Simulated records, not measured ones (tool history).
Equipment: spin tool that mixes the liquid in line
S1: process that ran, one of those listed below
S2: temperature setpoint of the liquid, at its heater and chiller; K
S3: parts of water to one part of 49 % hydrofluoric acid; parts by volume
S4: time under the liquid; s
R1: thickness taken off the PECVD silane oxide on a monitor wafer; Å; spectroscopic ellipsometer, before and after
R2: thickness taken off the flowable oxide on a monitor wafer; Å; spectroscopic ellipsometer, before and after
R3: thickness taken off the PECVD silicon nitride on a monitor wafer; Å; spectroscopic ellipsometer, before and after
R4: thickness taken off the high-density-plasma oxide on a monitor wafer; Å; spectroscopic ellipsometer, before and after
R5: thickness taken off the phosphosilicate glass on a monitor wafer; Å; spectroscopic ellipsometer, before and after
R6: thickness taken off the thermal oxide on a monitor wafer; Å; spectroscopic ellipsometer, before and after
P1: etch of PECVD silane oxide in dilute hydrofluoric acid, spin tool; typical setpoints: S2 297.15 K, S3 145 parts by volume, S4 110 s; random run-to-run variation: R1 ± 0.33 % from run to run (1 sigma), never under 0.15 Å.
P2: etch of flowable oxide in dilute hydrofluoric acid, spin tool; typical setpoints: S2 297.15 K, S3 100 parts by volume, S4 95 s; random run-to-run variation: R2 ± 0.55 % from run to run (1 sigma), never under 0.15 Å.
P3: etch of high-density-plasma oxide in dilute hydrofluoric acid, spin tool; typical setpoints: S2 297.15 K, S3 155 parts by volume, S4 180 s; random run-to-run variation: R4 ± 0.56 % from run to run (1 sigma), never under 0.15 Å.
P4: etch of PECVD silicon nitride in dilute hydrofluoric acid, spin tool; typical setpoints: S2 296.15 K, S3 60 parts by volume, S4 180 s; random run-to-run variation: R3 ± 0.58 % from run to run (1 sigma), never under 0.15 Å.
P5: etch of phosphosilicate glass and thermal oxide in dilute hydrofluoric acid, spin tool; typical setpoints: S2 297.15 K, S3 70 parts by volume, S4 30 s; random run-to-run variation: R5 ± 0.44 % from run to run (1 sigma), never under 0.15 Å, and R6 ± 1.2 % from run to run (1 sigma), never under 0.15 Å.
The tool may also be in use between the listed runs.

run	hour	S1	S2	S3	S4	R1	R2	R3	R4	R5	R6
1	4.8	P1	297.15	145	110	361.69					
2	9.7	P1	297.15	145	110	361.87					
3	14.2	P2	297.15	100	95		366.26				
4	19.8	P1	297.15	145	110	362.30					
5	26.1	P4	296.15	60	335			219.85			
6	30.6	P4	296.15	20	180			343.65			
7	34.6	P1	297.15	75	110	757.05					
8	39.6	P3	297.15	155	340				187.870		
9	45.9	P1	290.15	145	110	273.13					
10	49.2	P5	297.15	70	30					709.62	21.956
11	53.1	P1	297.15	145	110	359.92					
12	59.0	P1	297.15	195	170	391.72					
13	62.4	P1	297.15	145	55	181.11					
14	66.9	P5	297.15	70	55					1299.90	41.018
15	73.4	P1	297.15	145	110	360.29					
16	77.4	P1	297.15	145	110	359.23					
17	83.2	P4	296.15	60	180			117.06			
18	88.4	P1	303.65	45	110	1707.90					
19	95.4	P5	297.15	120	30					392.11	12.485
20	99.6	P3	297.15	155	180				99.126		
21	106.2	P1	297.15	220	110	217.47					
22	109.7	P4	296.15	60	180			117.24			
23	115.5	P3	305.65	155	180				136.000		
24	120.1	P4	303.65	60	180			191.95			
25	127.0	P3	297.15	20	180				896.170		
26	130.5	P2	290.15	100	95		275.97				
27	134.4	P2	297.15	100	175		667.00				
28	139.2	P2	297.15	175	95		189.64				
29	145.9	P1	297.15	145	200	656.59					
30	150.0	P5	302.15	70	30					860.11	27.155
31	157.1	P1	304.65	145	110	477.37					
32	160.5	P1	297.15	145	110	360.22					
33	165.7	P1	297.15	145	110	346.18					
34	169.0	P1	297.15	145	110	340.76					
35	175.3	P1	297.15	145	110	339.75					
36	178.7	P1	297.15	145	110	335.54					
37	182.1	P1	297.15	145	110	335.24					
38	186.9	P1	297.15	145	110	335.09					

What P1 gives has crept off from where it sat before. The 2 causes that follow fit the log equally well, each at the size noted:
A: liquid colder than its thermometer reads (K) = 1.85
B: hydrofluoric acid flow below the setpoint (%) = 5.91
The drift started at roughly hour 160.5.

Which of the 4 check runs listed below separates the causes, so that each cause would produce a clearly different result? Each run uses one wafer, and its results are marked with question marks.
check 1	191.7	P5	300.65	70	45					?	?
check 2	191.7	P2	290.15	145	95		?				
check 3	191.7	P4	296.15	60	290			?			
check 4	191.7	P3	304.65	35	180				?		

If the cause were each of the candidates in turn, the checks would give the following:
check	result	if A	if B
check 1	R5	1135.80	1142.90
check 1	R6	35.339	35.561
check 2	R2	167.32	168.49
check 3	R3	166.88	178.32
check 4	R4	641.620	647.290
Separation of the two closest causes in each check, using whichever result separates them best: check 1 0.62 %; check 2 0.7 %; check 3 6.63 %; check 4 0.88 %
Check 3 is the one run that separates the causes; every other check would come out nearly the same whichever cause is at work.

Running check 3 produced the following: R3 177.21 Å. Which one of the listed causes fits?

The cause is B: hydrofluoric acid flow below the setpoint (%).
